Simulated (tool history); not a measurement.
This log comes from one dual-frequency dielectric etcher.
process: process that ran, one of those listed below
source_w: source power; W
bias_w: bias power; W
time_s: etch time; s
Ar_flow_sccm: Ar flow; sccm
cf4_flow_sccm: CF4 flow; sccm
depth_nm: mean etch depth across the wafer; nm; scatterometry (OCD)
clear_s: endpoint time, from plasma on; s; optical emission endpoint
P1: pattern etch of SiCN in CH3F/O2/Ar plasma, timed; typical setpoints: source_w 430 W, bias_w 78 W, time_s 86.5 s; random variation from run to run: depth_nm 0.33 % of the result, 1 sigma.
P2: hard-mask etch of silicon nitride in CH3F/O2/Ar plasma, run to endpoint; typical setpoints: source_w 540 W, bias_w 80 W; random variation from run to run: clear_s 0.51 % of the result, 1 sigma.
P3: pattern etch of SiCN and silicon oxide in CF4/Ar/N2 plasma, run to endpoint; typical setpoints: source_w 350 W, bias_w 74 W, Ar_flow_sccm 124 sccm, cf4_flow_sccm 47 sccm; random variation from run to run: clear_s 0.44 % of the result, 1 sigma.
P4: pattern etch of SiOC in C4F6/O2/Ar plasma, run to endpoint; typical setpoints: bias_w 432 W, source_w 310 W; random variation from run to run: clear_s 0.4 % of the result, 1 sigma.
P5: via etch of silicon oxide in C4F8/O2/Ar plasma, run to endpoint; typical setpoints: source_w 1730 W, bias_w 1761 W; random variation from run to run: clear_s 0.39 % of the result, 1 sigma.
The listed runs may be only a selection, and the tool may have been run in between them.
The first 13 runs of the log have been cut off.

run   hour  process  source_w  bias_w  time_s  Ar_flow_sccm  cf4_flow_sccm  hours since the last wet clean  hours since the last source power generator calibration  hours since the last bias power generator calibration  depth_nm  clear_s
 14   77.4       P1       430      50    86.5                                                          450                                                     26.5                                                 1566.7    30.036
 15   83.9       P1       430      78   117.5                                                        456.5                                                       33                                                 1573.2    47.737
 16   89.3       P1       430      78    65.5                                                        461.9                                                     38.4                                                 1578.6    26.478
 17   95.9       P1       260      78    86.5                                                        468.5                                                       45                                                 1585.2    28.991
 18  101.6       P3       350      74                   124             38                           474.2                                                     50.7                                                 1590.9             20.859
 19  108.9       P1       430     102    86.5                                                        481.5                                                       58                                                 1598.2    38.673
 20  114.7       P1       430      78    86.5                                                        487.3                                                     63.8                                                   1604    35.255
 21  120.7       P3       350      74                   161             47                           493.3                                                     69.8                                                   1610             20.836
 22  128.1       P4       310     432                                                                500.7                                                     77.2                                                 1617.4               14.4
 23  134.6       P5      2360    1761                                                                507.2                                                     83.7                                                 1623.9              191.4
 24  141.4       P5      1730    2328                                                                  514                                                     90.5                                                 1630.7              200.4
 25  150.5       P4       310     432                                                                523.1                                                     99.6                                                 1639.8             14.372
 26  157.7       P1       430      78    86.5                                                        530.3                                                    106.8                                                   1647    35.108
 27  162.4       P1       430      78    86.5                                                          535                                                    111.5                                                 1651.7      35.2
 28  171.3       P1       430      78    86.5                                                        543.9                                                    120.4                                                 1660.6    34.773
 29  178.1       P1       430      78    86.5                                                        550.7                                                    127.2                                                 1667.4    34.701
 30  186.7       P1       430      78    86.5                                                        559.3                                                    135.8                                                   1676    34.596

Expected results for the next run?
 31  194.4       P1       430      78    86.5                                                          567                                                    143.5                                                 1683.7         ?

depth_nm: 34.556 nm
